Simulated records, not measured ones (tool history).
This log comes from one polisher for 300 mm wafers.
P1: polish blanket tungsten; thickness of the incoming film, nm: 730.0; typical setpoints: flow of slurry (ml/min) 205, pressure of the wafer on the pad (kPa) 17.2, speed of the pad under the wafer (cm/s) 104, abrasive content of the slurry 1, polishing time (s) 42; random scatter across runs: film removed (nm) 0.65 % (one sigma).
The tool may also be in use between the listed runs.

run    day  flow of slurry (ml/min)  pressure of the wafer on the pad (kPa)  speed of the pad under the wafer (cm/s)  abrasive content of the slurry  polishing time (s)  wafers polished on this pad  hours since the slurry nozzle was cleaned  hours since the head pressure was calibrated  hours since the slurry blender was calibrated  hours since the slurry got fresh peroxide  film removed (nm)
  1  0.233                      205                                    17.2                                      104                               1                  42                          526                                      418.1                                         304.6                                           95.4                                      111.4             163.44
  2    0.4                      125                                    17.2                                      104                            0.65                  42                          589                                      422.1                                         308.6                                           99.4                                      115.4             135.48
  3  0.517                      205                                    17.2                                      104                               1                  42                          633                                      424.9                                         311.4                                          102.2                                      118.2             162.66
  4  0.708                      205                                    17.2                                      104                             1.4                  42                          705                                      429.5                                           316                                          106.8                                      122.8             175.92
  5  0.838                      315                                    17.2                                      104                               1                  42                          753                                      432.6                                         319.1                                          109.9                                      125.9             170.34
  6  1.096                      290                                    17.2                                      104                               1                  20                          850                                      438.8                                         325.3                                          116.1                                      132.1             80.343
  7  1.354                      205                                     7.6                                      104                               1                  42                          948                                        445                                         331.5                                          122.3                                      138.3             71.394
     1.517  -- worn pad replaced by a new one
  8  1.554                      310                                    17.2                                      132                               1                  42                           14                                      449.8                                         336.3                                          127.1                                      143.1             216.74
  9  1.721                      125                                    17.2                                      104                               1                  42                           76                                      453.8                                         340.3                                          131.1                                      147.1             150.39
 10  1.917                      205                                    17.2                                       64                               1                  42                          150                                      458.5                                           345                                          135.8                                      151.8             99.582
 11  2.108                      205                                    17.2                                      104                               1                  42                          222                                      463.1                                         349.6                                          140.4                                      156.4             162.42
 12  2.233                      205                                    17.2                                      162                               1                  42                          269                                      466.1                                         352.6                                          143.4                                      159.4             254.21
     2.342  -- slurry tank refilled with fresh slurry and peroxide
 13  2.379                      205                                    26.9                                      104                               1                  42                          324                                      469.6                                         356.1                                          146.9                                        0.9             251.74
 14  2.638                      205                                    17.2                                      104                               1                  67                          421                                      475.8                                         362.3                                          153.1                                        7.1             259.01
 15  2.792                      205                                    17.2                                      104                             0.5                  42                          479                                      479.5                                           366                                          156.8                                       10.8             137.27
 16  3.004                      205                                    17.2                                      104                               1                  30                          559                                      484.6                                         371.1                                          161.9                                       15.9             115.06
 17  3.258                      205                                    17.2                                      104                               1                  42                          655                                      490.7                                         377.2                                            168                                         22             161.44
 18  3.471                      205                                    17.2                                      104                               1                  42                          734                                      495.8                                         382.3                                          173.1                                       27.1             159.58
 19  3.708                      205                                    17.2                                      104                               1                  42                          824                                      501.5                                           388                                          178.8                                       32.8             157.56
 20  3.846                      205                                    17.2                                      104                               1                  42                          875                                      504.8                                         391.3                                          182.1                                       36.1             154.69
 21  4.088                      205                                    17.2                                      104                               1                  42                          966                                      510.6                                         397.1                                          187.9                                       41.9             153.66

What does the tool deliver on the next run?
 22  4.204                      205                                    17.2                                      104                               1                  42                         1010                                      513.4                                         399.9                                          190.7                                       44.7                  ?

{"run 22": {"film removed (nm)": 150.62}}

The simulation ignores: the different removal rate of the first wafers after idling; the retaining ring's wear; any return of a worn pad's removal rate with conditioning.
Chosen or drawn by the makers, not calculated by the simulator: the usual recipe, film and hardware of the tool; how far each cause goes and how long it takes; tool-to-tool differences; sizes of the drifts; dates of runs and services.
